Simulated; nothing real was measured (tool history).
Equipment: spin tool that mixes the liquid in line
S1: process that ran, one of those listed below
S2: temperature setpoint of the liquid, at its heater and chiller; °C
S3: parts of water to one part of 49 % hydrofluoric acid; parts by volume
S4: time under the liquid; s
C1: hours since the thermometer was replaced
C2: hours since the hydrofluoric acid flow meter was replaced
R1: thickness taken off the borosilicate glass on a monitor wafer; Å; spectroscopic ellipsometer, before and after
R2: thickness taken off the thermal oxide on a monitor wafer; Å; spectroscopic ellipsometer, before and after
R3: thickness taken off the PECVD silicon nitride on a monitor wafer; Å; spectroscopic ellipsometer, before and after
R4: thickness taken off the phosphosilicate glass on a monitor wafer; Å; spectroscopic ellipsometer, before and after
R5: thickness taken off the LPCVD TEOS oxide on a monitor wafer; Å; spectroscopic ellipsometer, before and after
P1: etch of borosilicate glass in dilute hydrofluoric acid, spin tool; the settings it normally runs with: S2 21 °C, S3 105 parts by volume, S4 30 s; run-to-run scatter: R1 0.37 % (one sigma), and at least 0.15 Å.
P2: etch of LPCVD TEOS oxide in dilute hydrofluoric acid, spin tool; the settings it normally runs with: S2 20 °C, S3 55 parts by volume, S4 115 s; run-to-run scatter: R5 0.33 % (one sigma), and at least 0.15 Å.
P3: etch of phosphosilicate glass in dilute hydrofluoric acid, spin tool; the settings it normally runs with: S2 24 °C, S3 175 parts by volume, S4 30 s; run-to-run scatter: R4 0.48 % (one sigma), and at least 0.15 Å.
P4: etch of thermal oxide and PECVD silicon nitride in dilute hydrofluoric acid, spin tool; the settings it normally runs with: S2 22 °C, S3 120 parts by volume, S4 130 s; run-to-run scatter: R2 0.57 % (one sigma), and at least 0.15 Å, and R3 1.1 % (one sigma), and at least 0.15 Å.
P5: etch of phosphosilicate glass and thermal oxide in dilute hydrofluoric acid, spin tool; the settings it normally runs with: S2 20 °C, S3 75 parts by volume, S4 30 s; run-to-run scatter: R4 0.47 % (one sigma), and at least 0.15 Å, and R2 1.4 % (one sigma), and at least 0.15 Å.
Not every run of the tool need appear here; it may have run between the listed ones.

run   hour  S1    S2   S3   S4      C1     C2      R1      R2      R3      R4      R5
  1   15.9  P1    21  105   30  1770.9  590.6  81.652
  2   24.3  P4    22  120  130  1779.3    599          45.362  19.597
  3   32.9  P3    24  175   60  1787.9  607.6                           610.2
  4   45.2  P1    21  105   30  1800.2  619.9  81.595
  5   60.8  P5    17   75   30  1815.8  635.5           14.49          378.54
  6   77.2  P5    20   75   30  1832.2  651.9          16.761          428.16
  7   86.8  P3    24  175   30  1841.8  661.5                          305.68
  8   99.6  P2    20   55  115  1854.6  674.3                                  604.46
  9  113.8  P1    17  105   30  1868.8  688.5  69.246
 10  129.9  P4    22   25  130  1884.9  704.6          243.92   88.33
 11  146.8  P1    21  165   30  1901.8  721.5  48.917
 12  161.2  P1    21  105   15  1916.2  735.9   40.63
 13  177.7  P1  27.5  105   30  1932.7  752.4  105.97
 14  186.4  P2    17   55  115  1941.4  761.1                                  534.52
 15  200.9  P1    21  140   15  1955.9  775.6  29.584
 16  217.1  P2    20   55  185  1972.1  791.8                                  973.41
 17  228.4  P3    24  175   30  1983.4  803.1                           302.9
 18  241.7  P1    17  105   60  1996.7  816.4   138.4
 19  251.4  P5    20   75   15  2006.4  826.1          8.6272          216.62
 20  261.9  P4    22  120   15  2016.9  836.6          5.3257   2.175
 21  277.8  P3    18  175   30  2032.8  852.5                          242.14
 22  289.9  P1    21  105   30  2044.9  864.6  81.706
 23  298.9  P4    22  120  130  2053.9  873.6          45.168  19.516
 24    315  P1    21   30   30    2070  889.7  312.46
 25  324.7  P1    21  105   30  2079.7  899.4  81.411

Run 26 has not been measured yet. What should we expect?
 26   334  P3  24  245  30  2089  908.7               ?

R4: 204.68 Å

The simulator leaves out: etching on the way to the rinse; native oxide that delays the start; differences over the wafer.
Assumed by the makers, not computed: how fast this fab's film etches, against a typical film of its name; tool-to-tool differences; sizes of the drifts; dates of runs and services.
